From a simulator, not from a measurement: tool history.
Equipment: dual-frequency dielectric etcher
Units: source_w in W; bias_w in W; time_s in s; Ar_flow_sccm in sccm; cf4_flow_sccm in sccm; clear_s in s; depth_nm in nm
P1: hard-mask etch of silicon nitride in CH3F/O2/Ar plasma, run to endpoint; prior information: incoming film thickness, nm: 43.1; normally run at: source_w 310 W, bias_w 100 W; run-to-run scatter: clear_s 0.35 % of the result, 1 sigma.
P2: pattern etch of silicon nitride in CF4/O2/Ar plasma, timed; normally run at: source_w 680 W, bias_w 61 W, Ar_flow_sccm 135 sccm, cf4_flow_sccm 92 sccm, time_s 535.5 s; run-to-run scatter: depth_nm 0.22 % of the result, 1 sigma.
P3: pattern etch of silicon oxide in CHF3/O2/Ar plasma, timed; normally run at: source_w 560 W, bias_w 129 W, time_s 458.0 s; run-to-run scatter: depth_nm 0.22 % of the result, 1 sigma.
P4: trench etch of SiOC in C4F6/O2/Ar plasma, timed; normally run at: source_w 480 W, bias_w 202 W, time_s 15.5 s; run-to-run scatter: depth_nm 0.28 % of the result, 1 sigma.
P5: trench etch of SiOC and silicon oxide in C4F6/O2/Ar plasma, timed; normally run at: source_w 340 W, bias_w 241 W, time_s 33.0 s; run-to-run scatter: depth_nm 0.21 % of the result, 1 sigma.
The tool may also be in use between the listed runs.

run	day	process	source_w	bias_w	time_s	Ar_flow_sccm	cf4_flow_sccm	hours since the last wet clean	hours since the last source power generator calibration	hours since the last bias power generator calibration	clear_s	depth_nm
1	0.208	P1	310	100				100.8	694.1	1048.3	59.294	
2	0.658	P4	670	202	15.5			111.6	704.9	1059.1		42.314
3	0.900	P2	680	61	765.5	135	92	117.4	710.7	1064.9		1984.100
4	1.096	P1	440	100				122.1	715.4	1069.6	51.701	
5	1.471	P3	780	129	458.0			131.1	724.4	1078.6		912.810
6	1.750	P2	680	77	535.5	135	92	137.8	731.1	1085.3		1521.500
7	2.158	P1	310	133				147.6	740.9	1095.1	53.033	
8	2.433	P4	480	202	15.5			154.2	747.5	1101.7		36.901
9	2.771	P3	560	129	458.0			162.3	755.6	1109.8		802.600
10	3.000	P2	680	61	535.5	135	73	167.8	761.1	1115.3		1346.600
11	3.308	P1	310	100				175.2	768.5	1122.7	58.791	
12	3.654	P2	440	61	535.5	135	92	183.5	776.8	1131.0		953.520
13	3.942	P1	240	117				190.4	783.7	1137.9	61.125	
14	4.312	P1	240	100				199.3	792.6	1146.8	64.998	
15	4.529	P3	560	129	458.0			204.5	797.8	1152.0		806.260
16	4.950	P2	680	61	535.5	178	92	214.6	807.9	1162.1		1340.200
17	5.279	P4	480	202	21.0			222.5	815.8	1170.0		50.160
18	5.729	P5	340	337	33.0			233.3	826.6	1180.8		74.402
19	5.950	P4	480	144	15.5			238.6	831.9	1186.1		33.207
20	6.200	P1	310	71				244.6	837.9	1192.1	66.617	
21	6.508	P1	310	100				252.0	845.3	1199.5	58.764	
22	6.933	P3	560	129	307.0			262.2	855.5	1209.7		537.130
23	7.246	P1	310	100				269.7	863.0	1217.2	58.879	
24	7.504	P1	310	100				275.9	869.2	1223.4	58.873	
25	7.862	P5	340	241	33.0			284.5	877.8	1232.0		66.438
26	8.167	P5	340	241	49.5			291.8	885.1	1239.3		99.771
# day 8.204: bias power generator calibrated
27	8.450	P1	310	100				298.6	891.9	6.0	58.888	
28	8.675	P3	560	87	458.0			304.0	897.3	11.4		712.560
29	8.979	P2	680	61	535.5	135	92	311.3	904.6	18.7		1378.300
30	9.383	P5	230	241	33.0			321.0	914.3	28.4		57.146
31	9.746	P4	480	202	15.5			329.7	923.0	37.1		36.928
32	10.100	P1	310	100				338.2	931.5	45.6	59.034	
33	10.362	P1	310	100				344.5	937.8	51.9	59.586	
34	10.742	P1	310	100				353.6	946.9	61.0	59.548	
35	10.942	P1	310	100				358.4	951.7	65.8	59.769	
36	11.238	P1	310	100				365.5	958.8	72.9	60.032	
37	11.521	P1	310	100				372.3	965.6	79.7	59.648	
# day 11.675: wet clean of the chamber
38	11.896	P1	310	100				5.4	974.6	88.7	59.581	
39	12.188	P1	310	100				12.4	981.6	95.7	59.999	
40	12.638	P1	310	100				23.2	992.4	106.5	59.725	
41	12.988	P1	310	100				31.6	1000.8	114.9	59.857	
42	13.346	P1	310	100				40.2	1009.4	123.5	59.849	

The output of P1 has drifted from where it used to be. Each of the 2 causes below, taken at the size shown beside it, accounts for the log equally well:
A: source power that arrives under what is set, % = 4.58
B: bias power that arrives under what is set, % = 4.57
The drift started at roughly day 10.100.
Every other cause this tool's parts could produce, and why it does not fit the log:
chamber walls in a state that lowers the etch rate, %: maintenance at day 11.675, after the shift began, did not return the process to its former output

Below are 4 check runs, each on a single wafer, with their results shown as question marks. Which of them would tell the listed causes apart, meaning the causes would give clearly different results under it?
check 1	13.704	P2	440	77	535.5	135	92					?
check 2	13.704	P5	270	241	45.5							?
check 3	13.704	P4	480	169	15.5							?
check 4	13.704	P3	780	129	458.0							?

What every check run would give for each of its results, assuming each possible cause in turn:
check	result	if A	if B
check 1	depth_nm	1008.600	1029.300
check 2	depth_nm	82.203	82.347
check 3	depth_nm	34.377	34.517
check 4	depth_nm	899.320	903.090
Gap, in per cent, between the two causes that each check separates least, read from the result that separates them most: check 1 2.03 %; check 2 0.17 %; check 3 0.41 %; check 4 0.42 %
The other checks would show nearly matching results whichever cause is true, so check 1 is the only one that separates the causes.

With check 1 done, the readings were: depth_nm 1008.300 nm. Identify which of the listed causes applies.

The cause is A: source power that arrives under what is set, %.
